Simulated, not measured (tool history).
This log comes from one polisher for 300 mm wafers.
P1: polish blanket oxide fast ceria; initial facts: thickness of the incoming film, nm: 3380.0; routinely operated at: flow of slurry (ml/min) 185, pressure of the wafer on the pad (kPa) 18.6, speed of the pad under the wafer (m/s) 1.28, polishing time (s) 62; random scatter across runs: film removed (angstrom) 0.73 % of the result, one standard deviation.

run   hour  flow of slurry (ml/min)  pressure of the wafer on the pad (kPa)  speed of the pad under the wafer (m/s)  polishing time (s)  wafers polished on this pad  hours since the slurry nozzle was cleaned  hours since the head pressure was calibrated  film removed (angstrom)
  1    9.3                      185                                    18.6                                    1.28                  62                          225                                      253.2                                          54.3                    13284
      21.9  -- head pressure recalibrated
  2   22.3                      110                                    18.6                                    1.28                  62                          314                                      266.2                                           0.5                    12221
  3   30.5                      185                                      29                                    1.28                  62                          370                                      274.4                                           8.7                    20856
  4   40.7                      185                                    18.6                                    0.64                  62                          439                                      284.6                                          18.9                   6646.3
  5   55.1                      185                                    18.6                                    1.28                  88                          538                                        299                                          33.3                    19001
  6   61.9                      185                                    18.6                                    1.28                  62                          584                                      305.8                                          40.1                    13384
      67.5  -- worn pad replaced by a new one
  7   72.4                      185                                    18.6                                    1.28                  62                           33                                      316.3                                          50.6                    13463
  8   83.9                      185                                    18.6                                     1.8                  62                          112                                      327.8                                          62.1                    18804
  9   96.7                      185                                    18.6                                    1.28                  34                          199                                      340.6                                          74.9                     7405
 10  107.9                      185                                    18.6                                    1.28                  62                          276                                      351.8                                          86.1                    13367
 11  121.1                      185                                    18.6                                    1.28                  62                          366                                        365                                          99.3                    13505
 12    131                      185                                    18.6                                    1.28                  62                          433                                      374.9                                         109.2                    13460
 13  141.4                      235                                    18.6                                    1.28                  62                          504                                      385.3                                         119.6                    13902
 14  156.7                      185                                    12.4                                    1.28                  62                          609                                      400.6                                         134.9                   8923.2
 15  169.2                      110                                    18.6                                    1.28                  96                          694                                      413.1                                         147.4                    18967
 16  183.7                      185                                    18.6                                    1.28                  62                          793                                      427.6                                         161.9                    13277
 17  190.7                      185                                    18.6                                    1.28                  62                          841                                      434.6                                         168.9                    13232
 18  197.7                      185                                    18.6                                    1.28                  62                          889                                      441.6                                         175.9                    13169
 19  211.9                      185                                    18.6                                    1.28                  62                          986                                      455.8                                         190.1                    12715
 20  219.5                      185                                    18.6                                    1.28                  62                         1037                                      463.4                                         197.7                    12648
 21  226.5                      185                                    18.6                                    1.28                  62                         1085                                      470.4                                         204.7                    12845
     233.5  -- worn pad replaced by a new one
 22  242.1                      185                                    18.6                                    1.28                  62                           59                                        486                                         220.3                    12541
 23  256.8                      185                                    18.6                                    1.28                  62                          159                                      500.7                                           235                    12586
 24  269.7                      185                                    18.6                                    1.28                  62                          247                                      513.6                                         247.9                    12647

The output of P1 has drifted from where it used to be. Each of the 2 causes below, taken at the size shown beside it, accounts for the log equally well:
A: slurry flow missing at the pad, % = 31.2
B: head's pressure below its setpoint, % = 6.14
The process output started creeping at around hour 183.7.
What rules out each remaining cause:
removal rate lost through wear of the pad, %: its service at hour 233.5 followed the start of the drift and did not put the process back to its old value

4 check runs are offered, each on 2 wafers whose results are averaged, their results left as question marks. Which one tells the causes apart?
check 1  282.6                      185                                    23.4                                    1.28                  62                                                                                                                                              ?
check 2  282.6                      110                                    18.6                                    0.68                  62                                                                                                                                              ?
check 3  282.6                      185                                    28.3                                    0.84                  62                                                                                                                                              ?
check 4  282.6                      185                                    25.5                                    1.28                  34                                                                                                                                              ?

What each check would give under each cause:
  check                   result    if A    if B
check 1  film removed (angstrom)   15822   15824
check 2  film removed (angstrom)  5846.3  6072.2
check 3  film removed (angstrom)   12521   12522
check 4  film removed (angstrom)  9442.3  9443.2
Smallest distance between any two causes, each pair judged by its most separating result, in per cent: check 1 0.01 %; check 2 3.79 %; check 3 0.01 %; check 4 0.01 %
Of the check runs offered, only check 2 discriminates between the causes; the rest would read about the same regardless of which cause applies.

The results of check 2 are: film removed (angstrom) 5877.1. Based on these, which of the listed causes is it?

It is A: slurry flow missing at the pad, %.
